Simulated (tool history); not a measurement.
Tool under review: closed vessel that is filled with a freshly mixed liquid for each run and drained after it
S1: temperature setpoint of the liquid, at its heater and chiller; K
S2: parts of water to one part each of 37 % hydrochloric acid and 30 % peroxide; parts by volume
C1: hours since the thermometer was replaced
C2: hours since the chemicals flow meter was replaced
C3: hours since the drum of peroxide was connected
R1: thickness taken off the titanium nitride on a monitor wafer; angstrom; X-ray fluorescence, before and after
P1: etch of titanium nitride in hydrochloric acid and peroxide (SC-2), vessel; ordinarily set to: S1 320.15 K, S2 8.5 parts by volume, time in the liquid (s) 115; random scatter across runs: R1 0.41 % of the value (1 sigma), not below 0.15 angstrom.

run 1 hour=16.2 | S1=320.15 S2=8.5 time_in_the_liquid_(s)=115 | C1=674.8 C2=430.4 C3=497.9 | R1=50.390
run 2 hour=32.1 | S1=320.15 S2=8.5 time_in_the_liquid_(s)=185 | C1=690.7 C2=446.3 C3=513.8 | R1=81.524
run 3 hour=41.3 | S1=320.15 S2=8.5 time_in_the_liquid_(s)=30 | C1=699.9 C2=455.5 C3=523.0 | R1=13.186
run 4 hour=51.0 | S1=320.15 S2=8.5 time_in_the_liquid_(s)=115 | C1=709.6 C2=465.2 C3=532.7 | R1=50.064
run 5 hour=59.8 | S1=320.15 S2=8.5 time_in_the_liquid_(s)=115 | C1=718.4 C2=474.0 C3=541.5 | R1=50.183
run 6 hour=71.0 | S1=320.15 S2=8.5 time_in_the_liquid_(s)=115 | C1=729.6 C2=485.2 C3=552.7 | R1=50.522
run 7 hour=83.5 | S1=320.15 S2=15.0 time_in_the_liquid_(s)=115 | C1=742.1 C2=497.7 C3=565.2 | R1=31.213
run 8 hour=92.4 | S1=333.65 S2=8.5 time_in_the_liquid_(s)=40 | C1=751.0 C2=506.6 C3=574.1 | R1=42.200
run 9 hour=101.5 | S1=320.15 S2=4.0 time_in_the_liquid_(s)=115 | C1=760.1 C2=515.7 C3=583.2 | R1=88.147
run 10 hour=116.6 | S1=320.15 S2=8.5 time_in_the_liquid_(s)=115 | C1=775.2 C2=530.8 C3=598.3 | R1=50.264
run 11 hour=132.6 | S1=328.65 S2=8.5 time_in_the_liquid_(s)=115 | C1=791.2 C2=546.8 C3=614.3 | R1=89.019
run 12 hour=141.5 | S1=320.15 S2=8.5 time_in_the_liquid_(s)=115 | C1=800.1 C2=555.7 C3=623.2 | R1=50.191
run 13 hour=150.1 | S1=320.15 S2=8.5 time_in_the_liquid_(s)=115 | C1=808.7 C2=564.3 C3=631.8 | R1=49.931
run 14 hour=166.3 | S1=308.15 S2=8.5 time_in_the_liquid_(s)=115 | C1=824.9 C2=580.5 C3=648.0 | R1=21.730
run 15 hour=184.1 | S1=320.15 S2=8.5 time_in_the_liquid_(s)=115 | C1=842.7 C2=598.3 C3=665.8 | R1=50.280
run 16 hour=199.0 | S1=320.15 S2=8.5 time_in_the_liquid_(s)=115 | C1=857.6 C2=613.2 C3=680.7 | R1=51.527
run 17 hour=211.0 | S1=320.15 S2=8.5 time_in_the_liquid_(s)=115 | C1=869.6 C2=625.2 C3=692.7 | R1=52.546
run 18 hour=219.5 | S1=320.15 S2=8.5 time_in_the_liquid_(s)=115 | C1=878.1 C2=633.7 C3=701.2 | R1=53.363
run 19 hour=231.5 | S1=320.15 S2=8.5 time_in_the_liquid_(s)=115 | C1=890.1 C2=645.7 C3=713.2 | R1=53.758
run 20 hour=247.5 | S1=320.15 S2=8.5 time_in_the_liquid_(s)=115 | C1=906.1 C2=661.7 C3=729.2 | R1=54.528
run 21 hour=265.0 | S1=320.15 S2=8.5 time_in_the_liquid_(s)=115 | C1=923.6 C2=679.2 C3=746.7 | R1=54.536
run 22 hour=277.5 | S1=320.15 S2=8.5 time_in_the_liquid_(s)=115 | C1=936.1 C2=691.7 C3=759.2 | R1=54.708
run 23 hour=291.5 | S1=320.15 S2=8.5 time_in_the_liquid_(s)=115 | C1=950.1 C2=705.7 C3=773.2 | R1=55.138
run 24 hour=302.1 | S1=320.15 S2=8.5 time_in_the_liquid_(s)=115 | C1=960.7 C2=716.3 C3=783.8 | R1=54.596
run 25 hour=316.6 | S1=320.15 S2=8.5 time_in_the_liquid_(s)=115 | C1=975.2 C2=730.8 C3=798.3 | R1=55.028
run 26 hour=326.5 | S1=320.15 S2=8.5 time_in_the_liquid_(s)=115 | C1=985.1 C2=740.7 C3=808.2 | R1=54.958

What P1 gives has crept away from where it was. These 2 causes fit the log equally well, each at the size given:
A: chemicals flow above the setpoint (%) = 11.1
B: liquid hotter than its thermometer reads (K) = 1.26
Onset of the creep was near hour 184.1.
All other causes, with the reason each is excluded:
peroxide weaker than its label (%): at most 8, which would move R1 by -7.3 %: too little, or the wrong way

Which of the check runs below tells the causes apart, meaning the causes would give it clearly different results? Each run uses 3 wafers whose results are averaged, and each result is shown as a question mark.
run check 1 hour=336.4 | S1=320.15 S2=14.5 time_in_the_liquid_(s)=115 | R1=?
run check 2 hour=336.4 | S1=308.15 S2=4.0 time_in_the_liquid_(s)=115 | R1=?
run check 3 hour=336.4 | S1=320.15 S2=11.0 time_in_the_liquid_(s)=115 | R1=?
run check 4 hour=336.4 | S1=320.15 S2=8.5 time_in_the_liquid_(s)=160 | R1=?

What every check run would give for each of its results, assuming each possible cause in turn:
check=check_1 result=R1 if_A=35.108 if_B=34.875
check=check_2 result=R1 if_A=40.454 if_B=41.396
check=check_3 result=R1 if_A=44.400 if_B=44.264
check=check_4 result=R1 if_A=76.175 if_B=76.247
How far apart the two closest causes lie, in the result that separates them most: check 1 0.67 %; check 2 2.3 %; check 3 0.31 %; check 4 0.09 %
The other checks would show nearly matching results whichever cause is true, so check 2 is the only one that separates the causes.

After running check 2, the following was obtained: R1 40.595 angstrom. Which cause does this point to?

The cause is A: chemicals flow above the setpoint (%).
